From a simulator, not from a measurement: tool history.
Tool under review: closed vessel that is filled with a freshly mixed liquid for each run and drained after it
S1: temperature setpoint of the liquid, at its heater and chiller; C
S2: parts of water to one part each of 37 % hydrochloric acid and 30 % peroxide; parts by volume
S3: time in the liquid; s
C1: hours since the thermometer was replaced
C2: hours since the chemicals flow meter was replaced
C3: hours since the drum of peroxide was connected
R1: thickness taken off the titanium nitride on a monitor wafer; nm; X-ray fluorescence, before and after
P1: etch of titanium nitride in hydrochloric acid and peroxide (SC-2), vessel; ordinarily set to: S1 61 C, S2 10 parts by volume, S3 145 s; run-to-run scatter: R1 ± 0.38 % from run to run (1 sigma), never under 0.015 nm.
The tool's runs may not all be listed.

run,hour,S1,S2,S3,C1,C2,C3,R1
1,4.9,61,10,145,306.2,1059.2,565.3,9.0615
2,12.2,72,10,145,313.5,1066.5,572.6,17.476
3,18.9,48.5,10,145,320.2,1073.2,579.3,4.0278
4,24.2,61,10,280,325.5,1078.5,584.6,17.313
5,29.5,61,16.5,145,330.8,1083.8,589.9,5.8702
6,36.8,71.5,10,30,338.1,1091.1,597.2,3.5242
7,42.7,61,10,145,344,1097,603.1,9.0485
8,49.3,61,10,145,350.6,1103.6,609.7,9.0079
9,55.2,61,10,145,356.5,1109.5,615.6,9.0491
10,59.8,61,15,235,361.1,1114.1,620.2,10.372
11,67.2,61,10,30,368.5,1121.5,627.6,1.8829
12,73.9,61,4,145,375.2,1128.2,634.3,18.094
13,78.6,61,10,145,379.9,1132.9,639,9.0064
# hour 80: chemicals flow meter replaced
14,83.6,71.5,10,255,384.9,3.7,644,30.083
15,90.7,61,10,145,392,10.8,651.1,9.0866
16,97,61,10,145,398.3,17.1,657.4,9.3085
17,104.7,61,10,145,406,24.8,665.1,9.5232
18,111.6,61,10,145,412.9,31.7,672,9.6999
19,117.7,61,10,145,419,37.8,678.1,9.7161
20,121.6,61,10,145,422.9,41.7,682,9.7535
21,129.1,61,10,145,430.4,49.2,689.5,9.7448
22,136.8,61,10,145,438.1,56.9,697.2,9.8608
23,140.5,61,10,145,441.8,60.6,700.9,9.8579
24,146.5,61,10,145,447.8,66.6,706.9,9.8724
25,151.1,61,10,145,452.4,71.2,711.5,9.8347
26,158.7,61,10,145,460,78.8,719.1,9.8222

Compared with where it was, what P1 gives has crept away. Each cause listed below fits the log as well as the rest, at the size given for it:
A: liquid hotter than its thermometer reads (K) = 1.41
B: chemicals flow above the setpoint (%) = 11.2
The onset of the drift is placed at about hour 90.7.
Each remaining cause and why it is not a fit:
peroxide weaker than its label (%): at most 8, giving a -7.4 % change in R1: too small, or against the direction of the creep

Each of the check runs listed below is run on 2 wafers and reports their average, with the results left as question marks. Pick the one under which the possible causes would lead to clearly different results.
check 1,166.3,61,16,30,,,,?
check 2,166.3,61,14.5,265,,,,?
check 3,166.3,70,10,265,,,,?
check 4,166.3,49.5,4,145,,,,?

What each check would give under each cause:
check,result,if A,if B
check 1,R1,1.3616,1.3701
check 2,R1,13.12,13.187
check 3,R1,31.019,31.163
check 4,R1,9.4539,9.2264
Per check, the gap between the least separated pair of causes, taken in the result that splits them most: check 1 0.63 %; check 2 0.51 %; check 3 0.46 %; check 4 2.44 %
Only check 4 tells the causes apart: in the others they would give nearly the same result.

Check 4 was then run and gave: R1 9.2222 nm. Which cause is it?

It is B: chemicals flow above the setpoint (%).
